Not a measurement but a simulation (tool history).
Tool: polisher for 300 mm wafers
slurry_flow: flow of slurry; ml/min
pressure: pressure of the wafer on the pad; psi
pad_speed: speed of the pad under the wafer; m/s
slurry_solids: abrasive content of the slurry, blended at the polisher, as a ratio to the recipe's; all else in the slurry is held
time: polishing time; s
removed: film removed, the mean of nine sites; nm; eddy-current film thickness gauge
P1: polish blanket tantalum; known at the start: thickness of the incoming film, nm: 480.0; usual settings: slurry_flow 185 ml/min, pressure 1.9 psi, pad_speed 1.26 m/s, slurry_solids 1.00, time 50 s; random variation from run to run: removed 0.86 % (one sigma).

run	day	slurry_flow	pressure	pad_speed	slurry_solids	time	wafers polished on this pad	hours since the slurry nozzle was cleaned	hours since the head pressure was calibrated	hours since the slurry blender was calibrated	removed
1	0.521	185	1.9	1.26	1.00	50	557	222.7	669.4	267.1	103.200
2	1.071	185	1.9	1.26	1.00	50	697	235.9	682.6	280.3	103.200
3	1.367	185	1.9	0.62	1.00	50	773	243.0	689.7	287.4	50.883
4	1.883	185	1.9	1.26	1.00	50	905	255.4	702.1	299.8	104.400
5	2.292	185	1.9	1.26	1.00	25	1009	265.2	711.9	309.6	51.772
6	2.717	185	1.9	1.26	1.00	50	1118	275.4	722.1	319.8	103.650
7	3.112	185	1.2	1.26	1.35	50	1219	284.9	731.6	329.3	70.737
8	3.742	185	1.9	1.26	1.00	50	1380	300.0	746.7	344.4	102.730
9	4.383	185	2.8	1.26	1.00	50	1544	315.4	762.1	359.8	152.050
10	4.829	185	1.9	1.26	1.00	79	1657	326.1	772.8	370.5	163.650
# day 4.879: slurry blender recalibrated
11	5.229	110	1.9	1.26	1.00	50	1760	335.7	782.4	8.5	94.302
12	5.825	185	1.0	1.26	1.00	50	1912	350.0	796.7	22.8	54.379
13	6.300	185	1.9	1.26	1.00	50	2033	361.4	808.1	34.2	104.510
14	6.675	285	1.9	1.26	1.00	50	2129	370.4	817.1	43.2	108.510
15	7.304	185	1.9	1.26	0.50	50	2290	385.5	832.2	58.3	81.165
16	7.971	185	1.9	1.78	1.00	50	2460	401.5	848.2	74.3	147.380
17	8.408	185	1.9	1.26	1.25	50	2572	412.0	858.7	84.8	108.590
18	8.750	185	1.9	1.26	1.00	50	2659	420.2	866.9	93.0	103.190
19	9.054	185	1.9	1.26	1.00	50	2737	427.5	874.2	100.3	101.340
20	9.379	185	1.9	1.26	1.00	50	2820	435.3	882.0	108.1	99.545
21	9.904	185	1.9	1.26	1.00	50	2954	447.9	894.6	120.7	98.237
# day 10.138: worn pad replaced by a new one
# day 10.154: slurry nozzle cleaned
22	10.338	185	1.9	1.26	1.00	50	51	4.4	905.0	131.1	97.093
23	10.829	185	1.9	1.26	1.00	50	176	16.2	916.8	142.9	96.583
24	11.196	185	1.9	1.26	1.00	50	270	25.0	925.6	151.7	97.383

What P1 gives has crept away from where it was. These 2 causes fit the log equally well, each at the size given:
A: head's pressure below its setpoint, % = 7.51
B: abrasive missing from the slurry, % = 22.1
The creep began at about day 8.750.
Why every other cause is out:
removal rate lost through wear of the pad, %: serviced at day 10.138, which brought nothing back
slurry flow missing at the pad, %: serviced at day 10.154, which brought nothing back

4 check runs are offered, each on 3 wafers whose results are averaged, their results left as question marks. Which one tells the causes apart?
check 1	11.562	245	1.9	1.26	1.00	78					?
check 2	11.562	185	1.9	0.84	0.55	50					?
check 3	11.562	185	1.2	1.26	1.00	50					?
check 4	11.562	185	1.0	0.66	1.00	50					?

What each check would give under each cause:
check	result	if A	if B
check 1	removed	155.130	155.150
check 2	removed	51.898	50.124
check 3	removed	60.660	60.668
check 4	removed	26.479	26.482
How far apart the two closest causes lie, in the result that separates them most: check 1 0.01 %; check 2 3.48 %; check 3 0.01 %; check 4 0.01 %
Only check 2 tells the causes apart: in the others they would give nearly the same result.

Then check 2 was run and gave: removed 49.671 nm. Which cause is it?

It is B: abrasive missing from the slurry, %.
